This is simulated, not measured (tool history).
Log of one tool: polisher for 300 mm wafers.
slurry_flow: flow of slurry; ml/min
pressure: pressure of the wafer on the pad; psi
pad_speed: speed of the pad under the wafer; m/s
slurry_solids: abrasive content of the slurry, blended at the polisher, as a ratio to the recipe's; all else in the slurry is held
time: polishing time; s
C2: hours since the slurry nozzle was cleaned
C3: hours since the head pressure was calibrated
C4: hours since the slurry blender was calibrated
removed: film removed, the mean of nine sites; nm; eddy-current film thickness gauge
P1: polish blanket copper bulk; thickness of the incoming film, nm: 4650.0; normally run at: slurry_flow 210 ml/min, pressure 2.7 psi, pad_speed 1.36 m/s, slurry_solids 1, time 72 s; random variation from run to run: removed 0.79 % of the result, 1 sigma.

{"run": 1, "day": 0.258, "slurry_flow": 210, "pressure": 2.7, "pad_speed": 1.36, "slurry_solids": 1, "time": 72, "wafers polished on this pad": 143, "C2": 135.1, "C3": 50.8, "C4": 206.7, "removed": 928.45}
{"run": 2, "day": 0.512, "slurry_flow": 210, "pressure": 2.7, "pad_speed": 1.36, "slurry_solids": 1, "time": 102, "wafers polished on this pad": 189, "C2": 141.2, "C3": 56.9, "C4": 212.8, "removed": 1322.7}
{"run": 3, "day": 0.662, "slurry_flow": 210, "pressure": 2.7, "pad_speed": 1.36, "slurry_solids": 1.45, "time": 72, "wafers polished on this pad": 215, "C2": 144.8, "C3": 60.5, "C4": 216.4, "removed": 1019.7}
{"run": 4, "day": 0.779, "slurry_flow": 210, "pressure": 2, "pad_speed": 1.36, "slurry_solids": 1, "time": 51, "wafers polished on this pad": 236, "C2": 147.6, "C3": 63.3, "C4": 219.2, "removed": 488.35}
{"run": 5, "day": 1.025, "slurry_flow": 210, "pressure": 3.9, "pad_speed": 1.36, "slurry_solids": 1, "time": 72, "wafers polished on this pad": 281, "C2": 153.5, "C3": 69.2, "C4": 225.1, "removed": 1350}
{"run": 6, "day": 1.212, "slurry_flow": 210, "pressure": 2.7, "pad_speed": 1.36, "slurry_solids": 1, "time": 72, "wafers polished on this pad": 314, "C2": 158, "C3": 73.7, "C4": 229.6, "removed": 933.64}
{"run": 7, "day": 1.404, "slurry_flow": 210, "pressure": 2.7, "pad_speed": 0.62, "slurry_solids": 1, "time": 72, "wafers polished on this pad": 349, "C2": 162.6, "C3": 78.3, "C4": 234.2, "removed": 423.63}
{"run": 8, "day": 1.55, "slurry_flow": 210, "pressure": 2.7, "pad_speed": 1.36, "slurry_solids": 0.6, "time": 72, "wafers polished on this pad": 375, "C2": 166.1, "C3": 81.8, "C4": 237.7, "removed": 833.06}
{"run": 9, "day": 1.721, "slurry_flow": 210, "pressure": 2.7, "pad_speed": 1.36, "slurry_solids": 1, "time": 72, "wafers polished on this pad": 406, "C2": 170.2, "C3": 85.9, "C4": 241.8, "removed": 936.04}
{"run": 10, "day": 1.862, "slurry_flow": 210, "pressure": 1.8, "pad_speed": 1.36, "slurry_solids": 1.25, "time": 72, "wafers polished on this pad": 431, "C2": 173.6, "C3": 89.3, "C4": 245.2, "removed": 645.93}
{"run": 11, "day": 1.975, "slurry_flow": 210, "pressure": 2.7, "pad_speed": 1.36, "slurry_solids": 1, "time": 72, "wafers polished on this pad": 451, "C2": 176.3, "C3": 92, "C4": 247.9, "removed": 943.68}
{"run": 12, "day": 2.104, "slurry_flow": 210, "pressure": 2.7, "pad_speed": 1.82, "slurry_solids": 1, "time": 72, "wafers polished on this pad": 475, "C2": 179.4, "C3": 95.1, "C4": 251, "removed": 1246}
{"run": 13, "day": 2.342, "slurry_flow": 210, "pressure": 2.7, "pad_speed": 1.36, "slurry_solids": 1, "time": 36, "wafers polished on this pad": 517, "C2": 185.1, "C3": 100.8, "C4": 256.7, "removed": 466.43}
{"run": 14, "day": 2.525, "slurry_flow": 210, "pressure": 1.6, "pad_speed": 1.36, "slurry_solids": 1, "time": 72, "wafers polished on this pad": 550, "C2": 189.5, "C3": 105.2, "C4": 261.1, "removed": 559.01}
{"run": 15, "day": 2.758, "slurry_flow": 210, "pressure": 2.7, "pad_speed": 1.36, "slurry_solids": 1, "time": 72, "wafers polished on this pad": 592, "C2": 195.1, "C3": 110.8, "C4": 266.7, "removed": 947.92}
{"run": 16, "day": 2.946, "slurry_flow": 125, "pressure": 2.7, "pad_speed": 1.36, "slurry_solids": 1, "time": 72, "wafers polished on this pad": 626, "C2": 199.6, "C3": 115.3, "C4": 271.2, "removed": 865.87}
{"run": 17, "day": 3.162, "slurry_flow": 210, "pressure": 2.7, "pad_speed": 1.36, "slurry_solids": 1, "time": 72, "wafers polished on this pad": 665, "C2": 204.8, "C3": 120.5, "C4": 276.4, "removed": 939.4}
{"run": 18, "day": 3.338, "slurry_flow": 275, "pressure": 2.7, "pad_speed": 1.36, "slurry_solids": 1, "time": 72, "wafers polished on this pad": 696, "C2": 209, "C3": 124.7, "C4": 280.6, "removed": 978.97}
{"run": 19, "day": 3.525, "slurry_flow": 210, "pressure": 2.7, "pad_speed": 1.36, "slurry_solids": 1, "time": 72, "wafers polished on this pad": 730, "C2": 213.5, "C3": 129.2, "C4": 285.1, "removed": 935.12}
{"run": 20, "day": 3.65, "slurry_flow": 210, "pressure": 2.7, "pad_speed": 1.36, "slurry_solids": 1, "time": 72, "wafers polished on this pad": 752, "C2": 216.5, "C3": 132.2, "C4": 288.1, "removed": 913.89}
{"run": 21, "day": 3.817, "slurry_flow": 210, "pressure": 2.7, "pad_speed": 1.36, "slurry_solids": 1, "time": 72, "wafers polished on this pad": 782, "C2": 220.5, "C3": 136.2, "C4": 292.1, "removed": 890.95}
{"run": 22, "day": 3.971, "slurry_flow": 210, "pressure": 2.7, "pad_speed": 1.36, "slurry_solids": 1, "time": 72, "wafers polished on this pad": 810, "C2": 224.2, "C3": 139.9, "C4": 295.8, "removed": 877.25}
{"day": 4.083, "done": "head pressure recalibrated"}
{"run": 23, "day": 4.2, "slurry_flow": 210, "pressure": 2.7, "pad_speed": 1.36, "slurry_solids": 1, "time": 72, "wafers polished on this pad": 851, "C2": 229.7, "C3": 2.9, "C4": 301.3, "removed": 883.47}
{"day": 4.233, "done": "worn pad replaced by a new one"}
{"run": 24, "day": 4.354, "slurry_flow": 210, "pressure": 2.7, "pad_speed": 1.36, "slurry_solids": 1, "time": 72, "wafers polished on this pad": 22, "C2": 233.4, "C3": 6.6, "C4": 305, "removed": 872.12}
{"run": 25, "day": 4.483, "slurry_flow": 210, "pressure": 2.7, "pad_speed": 1.36, "slurry_solids": 1, "time": 72, "wafers polished on this pad": 45, "C2": 236.5, "C3": 9.7, "C4": 308.1, "removed": 873.52}
{"run": 26, "day": 4.608, "slurry_flow": 210, "pressure": 2.7, "pad_speed": 1.36, "slurry_solids": 1, "time": 72, "wafers polished on this pad": 68, "C2": 239.5, "C3": 12.7, "C4": 311.1, "removed": 869.57}

What P1 gives has crept away from where it was. These 2 causes fit the log equally well, each at the size given:
A: abrasive missing from the slurry, % = 29.8
B: slurry flow missing at the pad, % = 37.1
The creep began at about day 3.525.
Why every other cause is out:
removal rate lost through wear of the pad, %: serviced at day 4.233, which brought nothing back
head's pressure below its setpoint, %: serviced at day 4.083, which brought nothing back

4 check runs are offered, each on 2 wafers whose results are averaged, their results left as question marks. Which one tells the causes apart?
{"run": "check 1", "day": 4.733, "slurry_flow": 210, "pressure": 3.9, "pad_speed": 1.36, "slurry_solids": 0.75, "time": 72, "removed": "?"}
{"run": "check 2", "day": 4.733, "slurry_flow": 210, "pressure": 2.7, "pad_speed": 0.66, "slurry_solids": 1, "time": 72, "removed": "?"}
{"run": "check 3", "day": 4.733, "slurry_flow": 210, "pressure": 3.9, "pad_speed": 1.36, "slurry_solids": 1, "time": 72, "removed": "?"}
{"run": "check 4", "day": 4.733, "slurry_flow": 125, "pressure": 2.7, "pad_speed": 0.94, "slurry_solids": 1, "time": 72, "removed": "?"}

What each check would give under each cause:
check=check_1 result=removed if_A=1183.6 if_B=1180.6
check=check_2 result=removed if_A=421.37 if_B=421.42
check=check_3 result=removed if_A=1254.2 if_B=1254.3
check=check_4 result=removed if_A=551.13 if_B=527.29
How far apart the two closest causes lie, in the result that separates them most: check 1 0.25 %; check 2 0.01 %; check 3 0.01 %; check 4 4.42 %
Only check 4 tells the causes apart: in the others they would give nearly the same result.

Check 4 was then run and gave: removed 550.29 nm. Which cause is it?

It is A: abrasive missing from the slurry, %.

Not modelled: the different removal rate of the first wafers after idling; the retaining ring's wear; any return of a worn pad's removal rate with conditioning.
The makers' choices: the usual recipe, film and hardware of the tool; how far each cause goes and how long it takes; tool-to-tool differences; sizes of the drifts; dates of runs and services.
